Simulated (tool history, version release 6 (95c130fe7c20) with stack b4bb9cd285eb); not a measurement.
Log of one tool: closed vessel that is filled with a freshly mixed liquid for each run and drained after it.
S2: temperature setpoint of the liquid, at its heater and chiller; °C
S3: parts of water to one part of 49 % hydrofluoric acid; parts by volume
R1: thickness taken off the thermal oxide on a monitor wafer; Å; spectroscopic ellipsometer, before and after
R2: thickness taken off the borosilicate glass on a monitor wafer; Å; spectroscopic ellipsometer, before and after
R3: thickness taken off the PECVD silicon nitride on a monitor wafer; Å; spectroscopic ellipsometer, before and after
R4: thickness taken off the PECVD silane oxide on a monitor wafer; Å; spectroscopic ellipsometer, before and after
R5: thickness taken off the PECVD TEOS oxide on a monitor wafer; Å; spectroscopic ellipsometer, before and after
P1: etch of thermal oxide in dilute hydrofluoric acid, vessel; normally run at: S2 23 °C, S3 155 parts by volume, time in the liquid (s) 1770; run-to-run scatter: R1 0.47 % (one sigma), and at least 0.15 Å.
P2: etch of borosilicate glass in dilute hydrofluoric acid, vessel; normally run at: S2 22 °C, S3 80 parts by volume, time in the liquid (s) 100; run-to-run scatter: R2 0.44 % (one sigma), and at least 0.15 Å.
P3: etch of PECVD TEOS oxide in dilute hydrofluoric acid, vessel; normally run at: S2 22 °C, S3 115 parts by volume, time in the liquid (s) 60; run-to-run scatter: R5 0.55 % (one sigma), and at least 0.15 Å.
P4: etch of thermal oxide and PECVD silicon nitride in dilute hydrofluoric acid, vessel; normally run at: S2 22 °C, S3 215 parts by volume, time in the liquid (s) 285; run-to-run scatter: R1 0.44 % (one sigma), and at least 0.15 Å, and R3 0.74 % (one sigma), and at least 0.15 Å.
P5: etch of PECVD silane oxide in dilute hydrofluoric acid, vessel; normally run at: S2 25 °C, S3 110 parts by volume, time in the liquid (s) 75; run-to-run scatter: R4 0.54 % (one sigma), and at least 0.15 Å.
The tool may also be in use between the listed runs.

Run 1, hour 12: process that ran P1, S2 23 °C, S3 155 parts by volume, time in the liquid (s) 1770. Result: R1 497.27 Å.
Run 2, hour 18.9: process that ran P2, S2 22 °C, S3 80 parts by volume, time in the liquid (s) 170. Result: R2 565.24 Å.
Run 3, hour 30.2: process that ran P2, S2 17 °C, S3 80 parts by volume, time in the liquid (s) 100. Result: R2 273.1 Å.
Run 4, hour 36.9: process that ran P1, S2 23 °C, S3 155 parts by volume, time in the liquid (s) 1770. Result: R1 497.09 Å.
Run 5, hour 45.1: process that ran P1, S2 23 °C, S3 155 parts by volume, time in the liquid (s) 1770. Result: R1 500.89 Å.
Run 6, hour 58.9: process that ran P1, S2 23 °C, S3 35 parts by volume, time in the liquid (s) 1770. Result: R1 2532 Å.
Run 7, hour 68.1: process that ran P4, S2 22 °C, S3 350 parts by volume, time in the liquid (s) 285. Result: R1 28.381 Å, R3 18.398 Å.
Run 8, hour 81.4: process that ran P1, S2 18.5 °C, S3 155 parts by volume, time in the liquid (s) 1770. Result: R1 413.59 Å.
Run 9, hour 90.7: process that ran P5, S2 25 °C, S3 110 parts by volume, time in the liquid (s) 115. Result: R4 270.54 Å.
Run 10, hour 104.3: process that ran P3, S2 22 °C, S3 115 parts by volume, time in the liquid (s) 60. Result: R5 109.5 Å.
Run 11, hour 119.2: process that ran P2, S2 22 °C, S3 25 parts by volume, time in the liquid (s) 100. Result: R2 1147.8 Å.
Run 12, hour 131: process that ran P1, S2 27 °C, S3 215 parts by volume, time in the liquid (s) 1770. Result: R1 387.55 Å.
Run 13, hour 142.7: process that ran P1, S2 23 °C, S3 225 parts by volume, time in the liquid (s) 250. Result: R1 45.163 Å.
Run 14, hour 156.5: process that ran P1, S2 23 °C, S3 155 parts by volume, time in the liquid (s) 1770. Result: R1 498.72 Å.
Run 15, hour 171.5: process that ran P5, S2 32.5 °C, S3 110 parts by volume, time in the liquid (s) 75. Result: R4 233.49 Å.
Run 16, hour 180.1: process that ran P4, S2 22 °C, S3 215 parts by volume, time in the liquid (s) 285. Result: R1 52.215 Å, R3 29.285 Å.
Run 17, hour 192.7: process that ran P5, S2 25 °C, S3 25 parts by volume, time in the liquid (s) 75. Result: R4 863.15 Å.
Run 18, hour 203.9: process that ran P2, S2 22 °C, S3 80 parts by volume, time in the liquid (s) 100. Result: R2 334.2 Å.
Run 19, hour 217.9: process that ran P3, S2 22 °C, S3 115 parts by volume, time in the liquid (s) 95. Result: R5 174.63 Å.
Run 20, hour 227.8: process that ran P1, S2 23 °C, S3 155 parts by volume, time in the liquid (s) 3235. Result: R1 907.62 Å.
Run 21, hour 237.2: process that ran P1, S2 23 °C, S3 280 parts by volume, time in the liquid (s) 1770. Result: R1 241.92 Å.
Run 22, hour 250.8: process that ran P4, S2 22 °C, S3 215 parts by volume, time in the liquid (s) 285. Result: R1 51.883 Å, R3 29.113 Å.
Run 23, hour 263: process that ran P1, S2 23 °C, S3 155 parts by volume, time in the liquid (s) 725. Result: R1 202.76 Å.
Run 24, hour 277.4: process that ran P4, S2 22 °C, S3 215 parts by volume, time in the liquid (s) 85. Result: R1 15.488 Å, R3 8.5262 Å.
Run 25, hour 290.1: process that ran P1, S2 23 °C, S3 255 parts by volume, time in the liquid (s) 940. Result: R1 144.7 Å.
Run 26, hour 299.3: process that ran P4, S2 17 °C, S3 215 parts by volume, time in the liquid (s) 285. Result: R1 42.832 Å, R3 20.655 Å.
Run 27, hour 309.5: process that ran P1, S2 23 °C, S3 155 parts by volume, time in the liquid (s) 1770. Result: R1 501.28 Å.
Run 28, hour 322.7: process that ran P5, S2 25 °C, S3 110 parts by volume, time in the liquid (s) 75. Result: R4 177.89 Å.
Run 29, hour 336.6: process that ran P1, S2 27.5 °C, S3 155 parts by volume, time in the liquid (s) 1770. Result: R1 583.07 Å.
Run 30, hour 351.8: process that ran P3, S2 29.5 °C, S3 115 parts by volume, time in the liquid (s) 60. Result: R5 147.33 Å.
Run 31, hour 358.6: process that ran P3, S2 22 °C, S3 70 parts by volume, time in the liquid (s) 60. Result: R5 190.22 Å.
Run 32, hour 368.3: process that ran P1, S2 23 °C, S3 155 parts by volume, time in the liquid (s) 1770. Result: R1 498.16 Å.
Run 33, hour 383.2: process that ran P1, S2 23 °C, S3 155 parts by volume, time in the liquid (s) 1770. Result: R1 474.18 Å.
Run 34, hour 396.9: process that ran P1, S2 23 °C, S3 155 parts by volume, time in the liquid (s) 1770. Result: R1 464.18 Å.
Run 35, hour 411.3: process that ran P1, S2 23 °C, S3 155 parts by volume, time in the liquid (s) 1770. Result: R1 455.92 Å.
Run 36, hour 422.1: process that ran P1, S2 23 °C, S3 155 parts by volume, time in the liquid (s) 1770. Result: R1 459.81 Å.
Run 37, hour 431.1: process that ran P1, S2 23 °C, S3 155 parts by volume, time in the liquid (s) 1770. Result: R1 461.31 Å.
Run 38, hour 439: process that ran P1, S2 23 °C, S3 155 parts by volume, time in the liquid (s) 1770. Result: R1 454.21 Å.

What P1 gives has crept away from where it was. These 2 causes fit the log equally well, each at the size given:
A: hydrofluoric acid flow below the setpoint (%) = 6.85
B: liquid colder than its thermometer reads (K) = 2.15
The creep began at about hour 368.3.

4 check runs are offered, one wafer each, their results left as question marks. Which one tells the causes apart?
Run check 1, hour 446.9: process that ran P3, S2 22 °C, S3 115 parts by volume, time in the liquid (s) 60. Result: R5 ?.
Run check 2, hour 446.9: process that ran P4, S2 22 °C, S3 215 parts by volume, time in the liquid (s) 285. Result: R1 ?, R3 ?.
Run check 3, hour 446.9: process that ran P2, S2 22 °C, S3 80 parts by volume, time in the liquid (s) 100. Result: R2 ?.
Run check 4, hour 446.9: process that ran P5, S2 25 °C, S3 110 parts by volume, time in the liquid (s) 75. Result: R4 ?.

What each check would give under each cause:
  check  result    if A    if B
check 1      R5  101.18  100.57
check 2      R1  47.796  48.053
check 2      R3  27.028  25.211
check 3      R2  310.07  306.75
check 4      R4  162.44  161.84
How far apart the two closest causes lie, in the result that separates them most: check 1 0.61 %; check 2 6.96 %; check 3 1.08 %; check 4 0.37 %
Check 2 tells the causes apart: in the others they would give nearly the same result.

Check 2 was then run and gave: R1 48.172 Å; R3 25.38 Å. Which cause is it?

It is B: liquid colder than its thermometer reads (K).
